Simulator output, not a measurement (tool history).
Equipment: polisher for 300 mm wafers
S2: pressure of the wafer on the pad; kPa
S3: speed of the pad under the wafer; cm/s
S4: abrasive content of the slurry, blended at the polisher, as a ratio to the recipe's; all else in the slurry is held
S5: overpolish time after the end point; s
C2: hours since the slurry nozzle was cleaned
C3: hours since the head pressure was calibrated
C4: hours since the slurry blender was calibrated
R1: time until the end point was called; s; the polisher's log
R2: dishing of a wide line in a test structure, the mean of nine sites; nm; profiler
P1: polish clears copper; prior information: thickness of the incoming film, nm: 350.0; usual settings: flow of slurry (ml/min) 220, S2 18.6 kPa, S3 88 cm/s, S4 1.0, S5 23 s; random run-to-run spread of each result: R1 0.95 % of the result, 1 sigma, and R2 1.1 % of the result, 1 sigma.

Run 1, hour 3.5: flow of slurry (ml/min) 220, S2 18.6 kPa, S3 88 cm/s, S4 1.0, S5 23 s; wafers polished on this pad 458; C2 212.4; C3 304.1; C4 144.2. Result: R1 131.990 s, R2 43.274 nm.
Run 2, hour 8.1: flow of slurry (ml/min) 130, S2 18.6 kPa, S3 88 cm/s, S4 1.0, S5 23 s; wafers polished on this pad 487; C2 217.0; C3 308.7; C4 148.8. Result: R1 143.060 s, R2 39.963 nm.
Run 3, hour 13.9: flow of slurry (ml/min) 220, S2 18.6 kPa, S3 88 cm/s, S4 1.0, S5 23 s; wafers polished on this pad 524; C2 222.8; C3 314.5; C4 154.6. Result: R1 132.100 s, R2 42.607 nm.
Run 4, hour 17.3: flow of slurry (ml/min) 220, S2 18.6 kPa, S3 88 cm/s, S4 1.0, S5 23 s; wafers polished on this pad 546; C2 226.2; C3 317.9; C4 158.0. Result: R1 130.710 s, R2 42.415 nm.
Run 5, hour 24.2: flow of slurry (ml/min) 220, S2 12.4 kPa, S3 88 cm/s, S4 1.0, S5 23 s; wafers polished on this pad 590; C2 233.1; C3 324.8; C4 164.9. Result: R1 196.350 s, R2 29.705 nm.
Run 6, hour 27.5: flow of slurry (ml/min) 220, S2 18.6 kPa, S3 88 cm/s, S4 1.0, S5 23 s; wafers polished on this pad 611; C2 236.4; C3 328.1; C4 168.2. Result: R1 130.380 s, R2 42.604 nm.
Run 7, hour 34.1: flow of slurry (ml/min) 220, S2 24.8 kPa, S3 88 cm/s, S4 1.0, S5 23 s; wafers polished on this pad 654; C2 243.0; C3 334.7; C4 174.8. Result: R1 98.106 s, R2 53.980 nm.
Run 8, hour 37.7: flow of slurry (ml/min) 220, S2 18.6 kPa, S3 88 cm/s, S4 1.5, S5 23 s; wafers polished on this pad 677; C2 246.6; C3 338.3; C4 178.4. Result: R1 119.630 s, R2 45.332 nm.
Run 9, hour 45.1: flow of slurry (ml/min) 220, S2 18.6 kPa, S3 88 cm/s, S4 1.0, S5 23 s; wafers polished on this pad 724; C2 254.0; C3 345.7; C4 185.8. Result: R1 130.860 s, R2 42.211 nm.
Run 10, hour 51.3: flow of slurry (ml/min) 220, S2 18.6 kPa, S3 88 cm/s, S4 1.0, S5 35 s; wafers polished on this pad 763; C2 260.2; C3 351.9; C4 192.0. Result: R1 129.970 s, R2 60.563 nm.
Run 11, hour 55.2: flow of slurry (ml/min) 220, S2 18.6 kPa, S3 88 cm/s, S4 0.6, S5 23 s; wafers polished on this pad 788; C2 264.1; C3 355.8; C4 195.9. Result: R1 145.880 s, R2 39.264 nm.
At hour 57.2: slurry blender recalibrated.
Run 12, hour 60.4: flow of slurry (ml/min) 220, S2 18.6 kPa, S3 88 cm/s, S4 1.0, S5 23 s; wafers polished on this pad 822; C2 269.3; C3 361.0; C4 3.3. Result: R1 132.700 s, R2 42.506 nm.
Run 13, hour 65.7: flow of slurry (ml/min) 220, S2 18.6 kPa, S3 88 cm/s, S4 1.0, S5 7 s; wafers polished on this pad 855; C2 274.6; C3 366.3; C4 8.6. Result: R1 132.630 s, R2 14.665 nm.
Run 14, hour 70.7: flow of slurry (ml/min) 220, S2 18.6 kPa, S3 122 cm/s, S4 1.0, S5 23 s; wafers polished on this pad 887; C2 279.6; C3 371.3; C4 13.6. Result: R1 95.407 s, R2 54.986 nm.
Run 15, hour 74.0: flow of slurry (ml/min) 275, S2 18.6 kPa, S3 88 cm/s, S4 1.0, S5 23 s; wafers polished on this pad 909; C2 282.9; C3 374.6; C4 16.9. Result: R1 126.210 s, R2 44.020 nm.
Run 16, hour 81.1: flow of slurry (ml/min) 220, S2 13.1 kPa, S3 88 cm/s, S4 0.7, S5 23 s; wafers polished on this pad 954; C2 290.0; C3 381.7; C4 24.0. Result: R1 199.170 s, R2 29.328 nm.
Run 17, hour 88.4: flow of slurry (ml/min) 220, S2 18.6 kPa, S3 88 cm/s, S4 1.0, S5 23 s; wafers polished on this pad 1001; C2 297.3; C3 389.0; C4 31.3. Result: R1 133.150 s, R2 42.719 nm.
Run 18, hour 95.5: flow of slurry (ml/min) 220, S2 18.6 kPa, S3 42 cm/s, S4 1.0, S5 23 s; wafers polished on this pad 1046; C2 304.4; C3 396.1; C4 38.4. Result: R1 270.410 s, R2 22.334 nm.
Run 19, hour 99.2: flow of slurry (ml/min) 220, S2 18.6 kPa, S3 88 cm/s, S4 1.0, S5 23 s; wafers polished on this pad 1070; C2 308.1; C3 399.8; C4 42.1. Result: R1 130.500 s, R2 42.369 nm.
Run 20, hour 103.8: flow of slurry (ml/min) 220, S2 18.6 kPa, S3 88 cm/s, S4 1.0, S5 23 s; wafers polished on this pad 1099; C2 312.7; C3 404.4; C4 46.7. Result: R1 133.520 s, R2 42.727 nm.
Run 21, hour 108.8: flow of slurry (ml/min) 220, S2 18.6 kPa, S3 88 cm/s, S4 1.0, S5 23 s; wafers polished on this pad 1131; C2 317.7; C3 409.4; C4 51.7. Result: R1 133.930 s, R2 41.424 nm.
Run 22, hour 112.8: flow of slurry (ml/min) 220, S2 18.6 kPa, S3 88 cm/s, S4 1.0, S5 23 s; wafers polished on this pad 1157; C2 321.7; C3 413.4; C4 55.7. Result: R1 131.680 s, R2 41.487 nm.
Run 23, hour 117.3: flow of slurry (ml/min) 220, S2 18.6 kPa, S3 88 cm/s, S4 1.0, S5 23 s; wafers polished on this pad 1185; C2 326.2; C3 417.9; C4 60.2. Result: R1 136.210 s, R2 41.353 nm.
Run 24, hour 123.2: flow of slurry (ml/min) 220, S2 18.6 kPa, S3 88 cm/s, S4 1.0, S5 23 s; wafers polished on this pad 1223; C2 332.1; C3 423.8; C4 66.1. Result: R1 136.930 s, R2 40.924 nm.
At hour 127.3: head pressure recalibrated.
Run 25, hour 129.6: flow of slurry (ml/min) 220, S2 18.6 kPa, S3 88 cm/s, S4 1.0, S5 23 s; wafers polished on this pad 1264; C2 338.5; C3 2.3; C4 72.5. Result: R1 139.390 s, R2 40.957 nm.
Run 26, hour 137.0: flow of slurry (ml/min) 220, S2 18.6 kPa, S3 88 cm/s, S4 1.0, S5 23 s; wafers polished on this pad 1311; C2 345.9; C3 9.7; C4 79.9. Result: R1 139.640 s, R2 40.070 nm.
Run 27, hour 141.6: flow of slurry (ml/min) 220, S2 18.6 kPa, S3 88 cm/s, S4 1.0, S5 23 s; wafers polished on this pad 1341; C2 350.5; C3 14.3; C4 84.5. Result: R1 139.220 s, R2 40.842 nm.
At hour 142.1: slurry blender recalibrated.
Run 28, hour 147.6: flow of slurry (ml/min) 220, S2 18.6 kPa, S3 88 cm/s, S4 1.0, S5 23 s; wafers polished on this pad 1379; C2 356.5; C3 20.3; C4 5.6. Result: R1 137.910 s, R2 40.860 nm.
Run 29, hour 151.2: flow of slurry (ml/min) 220, S2 18.6 kPa, S3 88 cm/s, S4 1.0, S5 23 s; wafers polished on this pad 1402; C2 360.1; C3 23.9; C4 9.2. Result: R1 139.240 s, R2 41.009 nm.
Run 30, hour 158.2: flow of slurry (ml/min) 220, S2 18.6 kPa, S3 88 cm/s, S4 1.0, S5 23 s; wafers polished on this pad 1447; C2 367.1; C3 30.9; C4 16.2. Result: R1 138.210 s, R2 41.177 nm.

P1 no longer gives what it gave before; its output has crept away from where it was. The following 2 causes, each at its listed size, fit the log equally well:
A: removal rate lost through wear of the pad, % = 5.54
B: slurry flow missing at the pad, % = 32.4
The onset of the drift is placed at about hour 99.2.
The rest of the possible causes, and what rules out each one:
head's pressure below its setpoint, %: work on it at hour 127.3, done after the drift set in, did not restore what the process gave before
abrasive missing from the slurry, %: work on it at hour 142.1, done after the drift set in, did not restore what the process gave before

You are offered 4 check runs, listed below with question marks in place of their results; each one averages 5 wafers. Which run separates the listed causes by giving clearly different results for each?
Run check 1, hour 165.2: flow of slurry (ml/min) 220, S2 18.6 kPa, S3 56 cm/s, S4 1.0, S5 23 s. Result: R1 ?, R2 ?.
Run check 2, hour 165.2: flow of slurry (ml/min) 220, S2 18.6 kPa, S3 88 cm/s, S4 1.0, S5 10 s. Result: R1 ?, R2 ?.
Run check 3, hour 165.2: flow of slurry (ml/min) 135, S2 14.5 kPa, S3 88 cm/s, S4 1.0, S5 23 s. Result: R1 ?, R2 ?.
Run check 4, hour 165.2: flow of slurry (ml/min) 220, S2 23.4 kPa, S3 88 cm/s, S4 1.0, S5 23 s. Result: R1 ?, R2 ?.

What each check would give under each cause:
  check  result     if A     if B
check 1      R1  218.630  218.650
check 1      R2   27.472   27.470
check 2      R1  139.130  139.140
check 2      R2   19.419   19.417
check 3      R1  192.750  199.080
check 3      R2   30.298   29.461
check 4      R1  110.490  110.500
check 4      R2   49.939   49.936
Per-check spread between the two closest causes, in the result where they differ most: check 1 0.01 %; check 2 0.01 %; check 3 3.23 %; check 4 0.01 %
Check 3 distinguishes between the causes, while the remaining checks would return nearly the same result for all of them.

Running check 3 produced the following: R1 198.430 s; R2 29.621 nm. Which one of the listed causes fits?

It is B: slurry flow missing at the pad, %.
